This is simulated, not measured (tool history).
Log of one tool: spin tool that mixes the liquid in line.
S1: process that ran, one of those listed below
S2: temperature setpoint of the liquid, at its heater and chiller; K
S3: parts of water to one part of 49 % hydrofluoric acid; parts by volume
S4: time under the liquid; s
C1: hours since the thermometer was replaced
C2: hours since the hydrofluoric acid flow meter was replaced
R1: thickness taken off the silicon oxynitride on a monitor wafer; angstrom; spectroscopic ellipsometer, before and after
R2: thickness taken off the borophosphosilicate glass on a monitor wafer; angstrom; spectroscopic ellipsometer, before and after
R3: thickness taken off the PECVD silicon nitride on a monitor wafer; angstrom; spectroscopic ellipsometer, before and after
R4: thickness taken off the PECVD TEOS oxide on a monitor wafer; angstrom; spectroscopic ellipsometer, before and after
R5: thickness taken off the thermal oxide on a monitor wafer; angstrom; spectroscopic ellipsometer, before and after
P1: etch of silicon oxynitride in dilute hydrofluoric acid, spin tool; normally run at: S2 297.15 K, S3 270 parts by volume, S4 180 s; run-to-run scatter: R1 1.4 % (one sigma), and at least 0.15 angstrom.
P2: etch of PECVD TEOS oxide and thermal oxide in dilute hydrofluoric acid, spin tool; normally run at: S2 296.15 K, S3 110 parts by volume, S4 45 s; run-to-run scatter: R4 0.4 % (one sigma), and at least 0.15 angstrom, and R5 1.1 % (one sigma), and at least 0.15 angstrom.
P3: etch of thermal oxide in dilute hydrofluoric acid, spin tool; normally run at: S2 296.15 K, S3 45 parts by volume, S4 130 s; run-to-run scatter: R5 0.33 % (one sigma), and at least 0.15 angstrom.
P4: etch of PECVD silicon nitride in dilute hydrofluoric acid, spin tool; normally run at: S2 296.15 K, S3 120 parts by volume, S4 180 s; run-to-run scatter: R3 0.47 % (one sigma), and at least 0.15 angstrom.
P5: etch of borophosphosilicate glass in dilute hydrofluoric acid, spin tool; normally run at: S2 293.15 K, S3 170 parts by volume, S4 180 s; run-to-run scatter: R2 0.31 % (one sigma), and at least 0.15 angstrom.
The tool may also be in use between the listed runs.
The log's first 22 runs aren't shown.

run   hour  S1      S2   S3   S4     C1      C2       R1      R2       R3       R4        R5
 23  192.9  P2  296.15   20   45  165.1  1504.5                            428.770  115.7500
 24  198.8  P1  293.15  270  180  171.0  1510.4  12.1880
 25  205.2  P5  293.15  170   95  177.4  1516.8           174.10
 26  212.0  P1  297.15  270  180  184.2  1523.6  14.6800
 27  223.0  P1  297.15  270  335  195.2  1534.6  26.9440
 28  229.0  P4  296.15  120  320  201.2  1540.6                   125.100
 29  234.4  P1  293.15  270   60  206.6  1546.0   4.1353
 30  243.1  P2  296.15  110   15  215.3  1554.7                             23.332    6.2698
 31  248.1  P1  297.15  270  180  220.3  1559.7  14.7950
 32  254.2  P1  297.15  270  180  226.4  1565.8  14.4400
 33  260.3  P1  297.15  270  180  232.5  1571.9  13.9630
 34  268.3  P1  297.15  270  180  240.5  1579.9  13.8100

Forecast run 35:
 35  277.5  P1  297.15  270  180  249.7  1589.1   ?

{"run 35": {"R1": 13.746}}
